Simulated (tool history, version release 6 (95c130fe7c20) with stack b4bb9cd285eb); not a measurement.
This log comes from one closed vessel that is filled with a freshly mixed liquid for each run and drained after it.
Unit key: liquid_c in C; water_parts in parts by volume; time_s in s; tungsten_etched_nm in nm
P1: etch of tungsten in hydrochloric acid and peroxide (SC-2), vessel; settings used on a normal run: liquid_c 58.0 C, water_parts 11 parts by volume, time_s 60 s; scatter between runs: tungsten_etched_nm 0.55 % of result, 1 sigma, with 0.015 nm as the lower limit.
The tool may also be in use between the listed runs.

{"run": 1, "hour": 9.8, "liquid_c": 58.0, "water_parts": 11, "time_s": 60, "tungsten_etched_nm": 14.842}
{"run": 2, "hour": 19.7, "liquid_c": 58.0, "water_parts": 11, "time_s": 115, "tungsten_etched_nm": 29.123}
{"run": 3, "hour": 34.4, "liquid_c": 72.0, "water_parts": 11, "time_s": 60, "tungsten_etched_nm": 35.58}
{"run": 4, "hour": 46.9, "liquid_c": 58.0, "water_parts": 11, "time_s": 30, "tungsten_etched_nm": 7.4321}
{"run": 5, "hour": 57.8, "liquid_c": 58.0, "water_parts": 4, "time_s": 60, "tungsten_etched_nm": 33.087}
{"run": 6, "hour": 72.3, "liquid_c": 71.5, "water_parts": 11, "time_s": 115, "tungsten_etched_nm": 65.709}
{"run": 7, "hour": 86.3, "liquid_c": 49.5, "water_parts": 11, "time_s": 60, "tungsten_etched_nm": 8.7102}
{"run": 8, "hour": 95.3, "liquid_c": 58.0, "water_parts": 11, "time_s": 60, "tungsten_etched_nm": 15.003}
{"hour": 107.6, "done": "chemicals flow meter replaced"}
{"run": 9, "hour": 107.7, "liquid_c": 58.0, "water_parts": 11, "time_s": 60, "tungsten_etched_nm": 15.105}
{"run": 10, "hour": 125.5, "liquid_c": 45.0, "water_parts": 11, "time_s": 30, "tungsten_etched_nm": 3.2061}
{"run": 11, "hour": 138.0, "liquid_c": 58.0, "water_parts": 11, "time_s": 60, "tungsten_etched_nm": 15.199}
{"run": 12, "hour": 154.0, "liquid_c": 50.0, "water_parts": 18, "time_s": 60, "tungsten_etched_nm": 5.7916}
{"run": 13, "hour": 162.5, "liquid_c": 58.0, "water_parts": 20, "time_s": 60, "tungsten_etched_nm": 8.9466}
{"run": 14, "hour": 180.1, "liquid_c": 58.0, "water_parts": 11, "time_s": 60, "tungsten_etched_nm": 14.924}
{"run": 15, "hour": 192.2, "liquid_c": 58.0, "water_parts": 11, "time_s": 60, "tungsten_etched_nm": 14.299}
{"run": 16, "hour": 202.1, "liquid_c": 58.0, "water_parts": 11, "time_s": 60, "tungsten_etched_nm": 13.998}
{"run": 17, "hour": 216.8, "liquid_c": 58.0, "water_parts": 11, "time_s": 60, "tungsten_etched_nm": 13.748}
{"hour": 225.6, "done": "new drum of peroxide connected"}
{"run": 18, "hour": 226.1, "liquid_c": 58.0, "water_parts": 11, "time_s": 60, "tungsten_etched_nm": 13.717}
{"run": 19, "hour": 235.9, "liquid_c": 58.0, "water_parts": 11, "time_s": 60, "tungsten_etched_nm": 13.69}
{"run": 20, "hour": 250.3, "liquid_c": 58.0, "water_parts": 11, "time_s": 60, "tungsten_etched_nm": 13.398}
{"run": 21, "hour": 260.1, "liquid_c": 58.0, "water_parts": 11, "time_s": 60, "tungsten_etched_nm": 13.412}

What P1 gives has crept off from where it sat before. The 2 causes that follow fit the log equally well, each at the size noted:
A: liquid colder than its thermometer reads (K) = 1.67
B: chemicals flow below the setpoint (%) = 11.7
The drift started at roughly hour 180.1.
Excluded causes, each with its reason:
peroxide weaker than its label (%): maintenance at hour 225.6, after the shift began, did not return the process to its former output

The 4 check runs listed below each average the results of 5 wafers, and their outcomes are marked with question marks. Under which run would the listed causes produce clearly different results?
{"run": "check 1", "hour": 269.9, "liquid_c": 58.0, "water_parts": 18.5, "time_s": 60, "tungsten_etched_nm": "?"}
{"run": "check 2", "hour": 269.9, "liquid_c": 72.0, "water_parts": 6.5, "time_s": 60, "tungsten_etched_nm": "?"}
{"run": "check 3", "hour": 269.9, "liquid_c": 58.0, "water_parts": 4.0, "time_s": 60, "tungsten_etched_nm": "?"}
{"run": "check 4", "hour": 269.9, "liquid_c": 58.0, "water_parts": 17.0, "time_s": 30, "tungsten_etched_nm": "?"}

Outcome of each check run for each possible cause:
check=check_1 result=tungsten_etched_nm if_A=8.5639 if_B=8.5095
check=check_2 result=tungsten_etched_nm if_A=48.8740 if_B=48.9520
check=check_3 result=tungsten_etched_nm if_A=29.2600 if_B=29.9080
check=check_4 result=tungsten_etched_nm if_A=4.6200 if_B=4.5947
Distance between the nearest two causes, measured in the result of the check that separates them most: check 1 0.64 %; check 2 0.16 %; check 3 2.19 %; check 4 0.55 %
Check 3 distinguishes between the causes, while the remaining checks would return nearly the same result for all of them.

The results of check 3 are: tungsten_etched_nm 29.8380 nm. Based on these, which of the listed causes is it?

B is the cause: chemicals flow below the setpoint (%).
